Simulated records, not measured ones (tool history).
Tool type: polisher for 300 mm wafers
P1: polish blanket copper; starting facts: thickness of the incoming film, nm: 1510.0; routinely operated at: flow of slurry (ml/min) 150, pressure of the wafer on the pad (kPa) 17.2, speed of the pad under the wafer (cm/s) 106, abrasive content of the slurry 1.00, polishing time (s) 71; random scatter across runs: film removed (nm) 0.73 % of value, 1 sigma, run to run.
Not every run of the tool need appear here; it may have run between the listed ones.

run   hour  flow of slurry (ml/min)  pressure of the wafer on the pad (kPa)  speed of the pad under the wafer (cm/s)  abrasive content of the slurry  polishing time (s)  film removed (nm)
  1   10.4                      150                                    17.2                                      106                            1.00                  71            165.780
  2   18.8                      225                                    17.2                                      106                            1.00                  71            178.440
      29.1  -- slurry nozzle cleaned
  3   30.0                      150                                    17.2                                      106                            1.00                  97            230.410
  4   40.9                      150                                    17.2                                      106                            1.00                  71            168.000
  5   50.7                      150                                    17.2                                      106                            1.00                  71            167.390
  6   61.4                      150                                    11.7                                      106                            1.00                  71            115.540
  7   73.7                      150                                    17.2                                      106                            1.00                  71            166.600
      78.9  -- slurry blender recalibrated
  8   84.0                      190                                    17.2                                      106                            0.75                  71            164.200
  9   91.6                      150                                    17.2                                      106                            1.00                  71            166.290
 10  104.5                       90                                    17.2                                      106                            1.00                  71            149.740
 11  112.8                      150                                    17.2                                      106                            1.00                  71            166.980
 12  122.7                      150                                    17.2                                      106                            1.00                  71            166.140
 13  136.5                      115                                    17.2                                      106                            1.45                  71            172.690
 14  149.7                      150                                    17.2                                       48                            1.00                  71             76.126
 15  156.8                      150                                    22.8                                      106                            1.00                  71            220.930
 16  166.1                      150                                    17.2                                      168                            1.00                  71            264.340
 17  179.5                      150                                    17.2                                      106                            1.00                  37             88.360
 18  192.5                      150                                    17.2                                      106                            0.55                  71            149.990

Predict the results of run 19:
 19  199.7                      150                                    17.2                                      106                            1.25                  71                  ?

{"run 19": {"film removed (nm)": 174.92}}
